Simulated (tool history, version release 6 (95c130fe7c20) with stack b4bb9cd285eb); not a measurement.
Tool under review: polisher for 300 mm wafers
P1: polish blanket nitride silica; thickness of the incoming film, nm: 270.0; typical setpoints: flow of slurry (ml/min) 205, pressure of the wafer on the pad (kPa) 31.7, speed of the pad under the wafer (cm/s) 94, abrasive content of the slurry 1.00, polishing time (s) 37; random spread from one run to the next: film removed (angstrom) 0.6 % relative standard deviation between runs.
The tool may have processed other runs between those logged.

| run | day | flow of slurry (ml/min) | pressure of the wafer on the pad (kPa) | speed of the pad under the wafer (cm/s) | abrasive content of the slurry | polishing time (s) | wafers polished on this pad | hours since the slurry nozzle was cleaned | hours since the head pressure was calibrated | hours since the slurry blender was calibrated | hours since the conditioning disc was replaced | film removed (angstrom) |
|---|---|---|---|---|---|---|---|---|---|---|---|---|
| 1 | 0.192 | 205 | 31.7 | 94 | 1.00 | 37 | 684 | 133.5 | 335.8 | 157.4 | 93.1 | 317.17 |
| 2 | 0.358 | 205 | 31.7 | 146 | 1.00 | 37 | 719 | 137.5 | 339.8 | 161.4 | 97.1 | 442.52 |
| 3 | 0.538 | 285 | 31.7 | 94 | 1.00 | 37 | 757 | 141.8 | 344.1 | 165.7 | 101.4 | 328.96 |
| 4 | 0.725 | 205 | 48.3 | 94 | 1.00 | 37 | 796 | 146.3 | 348.6 | 170.2 | 105.9 | 481.11 |
| 5 | 0.862 | 205 | 31.7 | 94 | 1.00 | 19 | 825 | 149.6 | 351.9 | 173.5 | 109.2 | 162.42 |
|  | 0.867 | head pressure recalibrated |
| 6 | 1.008 | 205 | 31.7 | 94 | 0.50 | 37 | 856 | 153.1 | 3.4 | 177.0 | 112.7 | 217.47 |
| 7 | 1.129 | 205 | 31.7 | 94 | 1.00 | 37 | 882 | 156.0 | 6.3 | 179.9 | 115.6 | 318.79 |
| 8 | 1.262 | 205 | 15.2 | 94 | 1.00 | 37 | 910 | 159.2 | 9.5 | 183.1 | 118.8 | 150.38 |
| 9 | 1.400 | 205 | 42.7 | 94 | 1.00 | 56 | 939 | 162.5 | 12.8 | 186.4 | 122.1 | 643.64 |
| 10 | 1.496 | 125 | 39.3 | 94 | 1.00 | 37 | 959 | 164.8 | 15.1 | 188.7 | 124.4 | 360.59 |
| 11 | 1.692 | 155 | 31.7 | 94 | 1.00 | 37 | 1000 | 169.5 | 19.8 | 193.4 | 129.1 | 304.30 |
| 12 | 1.792 | 205 | 31.7 | 94 | 1.00 | 58 | 1021 | 171.9 | 22.2 | 195.8 | 131.5 | 498.91 |
| 13 | 1.996 | 205 | 31.7 | 94 | 1.00 | 37 | 1065 | 176.8 | 27.1 | 200.7 | 136.4 | 314.41 |
| 14 | 2.142 | 205 | 31.7 | 94 | 1.45 | 37 | 1095 | 180.3 | 30.6 | 204.2 | 139.9 | 370.61 |
| 15 | 2.233 | 205 | 31.7 | 94 | 1.00 | 37 | 1115 | 182.5 | 32.8 | 206.4 | 142.1 | 316.99 |
| 16 | 2.421 | 205 | 31.7 | 42 | 1.00 | 37 | 1154 | 187.0 | 37.3 | 210.9 | 146.6 | 166.58 |
| 17 | 2.562 | 205 | 31.7 | 94 | 1.00 | 37 | 1184 | 190.4 | 40.7 | 214.3 | 150.0 | 315.70 |
| 18 | 2.758 | 205 | 31.7 | 94 | 1.00 | 37 | 1225 | 195.1 | 45.4 | 219.0 | 154.7 | 317.11 |
| 19 | 2.871 | 205 | 31.7 | 94 | 1.00 | 37 | 1249 | 197.8 | 48.1 | 221.7 | 157.4 | 313.45 |

Run 20, settings as shown, results not yet in. Your forecast:
| 20 | 2.988 | 205 | 31.7 | 94 | 1.00 | 37 | 1274 | 200.6 | 50.9 | 224.5 | 160.2 | ? |

film removed (angstrom): 305.98

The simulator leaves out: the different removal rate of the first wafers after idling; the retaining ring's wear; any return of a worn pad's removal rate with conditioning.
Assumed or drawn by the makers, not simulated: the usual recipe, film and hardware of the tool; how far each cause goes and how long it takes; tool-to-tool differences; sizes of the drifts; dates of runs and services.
